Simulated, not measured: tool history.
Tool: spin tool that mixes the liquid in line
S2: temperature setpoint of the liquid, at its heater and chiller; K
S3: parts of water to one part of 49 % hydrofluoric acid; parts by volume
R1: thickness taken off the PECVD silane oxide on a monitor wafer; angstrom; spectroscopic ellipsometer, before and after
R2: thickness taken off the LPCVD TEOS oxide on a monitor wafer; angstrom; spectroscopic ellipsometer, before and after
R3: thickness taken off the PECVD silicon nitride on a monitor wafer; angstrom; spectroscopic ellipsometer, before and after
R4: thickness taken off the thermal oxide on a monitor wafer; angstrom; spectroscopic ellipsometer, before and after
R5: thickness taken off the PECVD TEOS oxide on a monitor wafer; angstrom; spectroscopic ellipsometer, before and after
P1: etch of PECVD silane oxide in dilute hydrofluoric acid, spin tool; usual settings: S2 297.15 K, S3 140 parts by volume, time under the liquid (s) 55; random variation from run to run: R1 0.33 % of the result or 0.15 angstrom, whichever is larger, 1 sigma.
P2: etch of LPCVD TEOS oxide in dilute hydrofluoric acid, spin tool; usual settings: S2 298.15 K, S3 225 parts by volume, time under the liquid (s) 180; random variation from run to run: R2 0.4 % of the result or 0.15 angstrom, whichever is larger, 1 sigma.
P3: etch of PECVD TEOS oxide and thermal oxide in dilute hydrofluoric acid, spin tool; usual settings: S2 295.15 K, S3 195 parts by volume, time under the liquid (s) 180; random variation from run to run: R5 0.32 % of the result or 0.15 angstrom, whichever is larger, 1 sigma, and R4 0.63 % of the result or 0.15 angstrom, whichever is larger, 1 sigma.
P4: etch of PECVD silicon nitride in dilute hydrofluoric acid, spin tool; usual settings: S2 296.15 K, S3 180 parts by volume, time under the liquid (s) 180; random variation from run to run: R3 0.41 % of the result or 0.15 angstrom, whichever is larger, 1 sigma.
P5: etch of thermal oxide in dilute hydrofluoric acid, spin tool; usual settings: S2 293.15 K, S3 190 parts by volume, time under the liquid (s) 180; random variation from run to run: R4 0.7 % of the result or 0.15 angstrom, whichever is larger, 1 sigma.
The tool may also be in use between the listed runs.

Run 1, hour 8.9: process that ran P1, S2 297.15 K, S3 140 parts by volume, time under the liquid (s) 55. Result: R1 140.76 angstrom.
Run 2, hour 23.4: process that ran P2, S2 298.15 K, S3 320 parts by volume, time under the liquid (s) 180. Result: R2 121.23 angstrom.
Run 3, hour 35.7: process that ran P4, S2 296.15 K, S3 180 parts by volume, time under the liquid (s) 50. Result: R3 14.217 angstrom.
Run 4, hour 50.4: process that ran P1, S2 297.15 K, S3 140 parts by volume, time under the liquid (s) 15. Result: R1 38.142 angstrom.
Run 5, hour 63: process that ran P4, S2 296.15 K, S3 35 parts by volume, time under the liquid (s) 180. Result: R3 260.17 angstrom.
Run 6, hour 69.6: process that ran P2, S2 290.15 K, S3 225 parts by volume, time under the liquid (s) 180. Result: R2 140.83 angstrom.
Run 7, hour 79.1: process that ran P1, S2 302.15 K, S3 140 parts by volume, time under the liquid (s) 55. Result: R1 169.76 angstrom.
Run 8, hour 92.3: process that ran P1, S2 297.15 K, S3 140 parts by volume, time under the liquid (s) 110. Result: R1 278.63 angstrom.
Run 9, hour 106.2: process that ran P1, S2 297.15 K, S3 245 parts by volume, time under the liquid (s) 105. Result: R1 137.21 angstrom.
Run 10, hour 120.4: process that ran P4, S2 291.15 K, S3 180 parts by volume, time under the liquid (s) 180. Result: R3 37.332 angstrom.
Run 11, hour 131.4: process that ran P1, S2 297.15 K, S3 140 parts by volume, time under the liquid (s) 55. Result: R1 139.95 angstrom.
Run 12, hour 145.4: process that ran P1, S2 297.15 K, S3 25 parts by volume, time under the liquid (s) 55. Result: R1 909.79 angstrom.
Run 13, hour 160.2: process that ran P1, S2 297.15 K, S3 255 parts by volume, time under the liquid (s) 55. Result: R1 67.421 angstrom.
Run 14, hour 172.4: process that ran P2, S2 298.15 K, S3 225 parts by volume, time under the liquid (s) 355. Result: R2 375.03 angstrom.
Run 15, hour 184.2: process that ran P1, S2 297.15 K, S3 140 parts by volume, time under the liquid (s) 55. Result: R1 140.97 angstrom.
Run 16, hour 190.9: process that ran P4, S2 296.15 K, S3 180 parts by volume, time under the liquid (s) 180. Result: R3 52.111 angstrom.
Run 17, hour 200.2: process that ran P5, S2 300.65 K, S3 190 parts by volume, time under the liquid (s) 180. Result: R4 50.391 angstrom.
Run 18, hour 208.8: process that ran P5, S2 293.15 K, S3 190 parts by volume, time under the liquid (s) 180. Result: R4 38.586 angstrom.
Run 19, hour 219.4: process that ran P1, S2 291.65 K, S3 140 parts by volume, time under the liquid (s) 55. Result: R1 112.87 angstrom.
Run 20, hour 227.5: process that ran P1, S2 297.15 K, S3 140 parts by volume, time under the liquid (s) 55. Result: R1 140.59 angstrom.
Run 21, hour 236: process that ran P2, S2 298.15 K, S3 225 parts by volume, time under the liquid (s) 180. Result: R2 190.57 angstrom.
Run 22, hour 248.3: process that ran P5, S2 293.15 K, S3 100 parts by volume, time under the liquid (s) 180. Result: R4 79.56 angstrom.
Run 23, hour 260.9: process that ran P3, S2 295.15 K, S3 195 parts by volume, time under the liquid (s) 270. Result: R4 55.789 angstrom, R5 243.62 angstrom.
Run 24, hour 270.3: process that ran P3, S2 295.15 K, S3 195 parts by volume, time under the liquid (s) 180. Result: R4 37.348 angstrom, R5 162.23 angstrom.
At hour 270.7: hydrofluoric acid flow meter replaced.
Run 25, hour 281.8: process that ran P3, S2 295.15 K, S3 195 parts by volume, time under the liquid (s) 180. Result: R4 36.642 angstrom, R5 162.18 angstrom.
Run 26, hour 294.7: process that ran P1, S2 297.15 K, S3 140 parts by volume, time under the liquid (s) 55. Result: R1 139.78 angstrom.
Run 27, hour 307.1: process that ran P4, S2 296.15 K, S3 180 parts by volume, time under the liquid (s) 180. Result: R3 52.292 angstrom.
Run 28, hour 313.5: process that ran P5, S2 293.15 K, S3 190 parts by volume, time under the liquid (s) 350. Result: R4 74.432 angstrom.
Run 29, hour 326.7: process that ran P3, S2 295.15 K, S3 100 parts by volume, time under the liquid (s) 180. Result: R4 80.054 angstrom, R5 349.36 angstrom.
Run 30, hour 334.5: process that ran P1, S2 297.15 K, S3 140 parts by volume, time under the liquid (s) 55. Result: R1 140.32 angstrom.
Run 31, hour 342.3: process that ran P3, S2 299.65 K, S3 195 parts by volume, time under the liquid (s) 180. Result: R4 44.424 angstrom, R5 190.6 angstrom.
Run 32, hour 350.6: process that ran P1, S2 297.15 K, S3 140 parts by volume, time under the liquid (s) 55. Result: R1 140.83 angstrom.

The next listed run, before its measurement:
Run 33, hour 359.8: process that ran P1, S2 297.15 K, S3 140 parts by volume, time under the liquid (s) 55. Result: R1 ?.

Run 33 gave R1 136.82 angstrom.
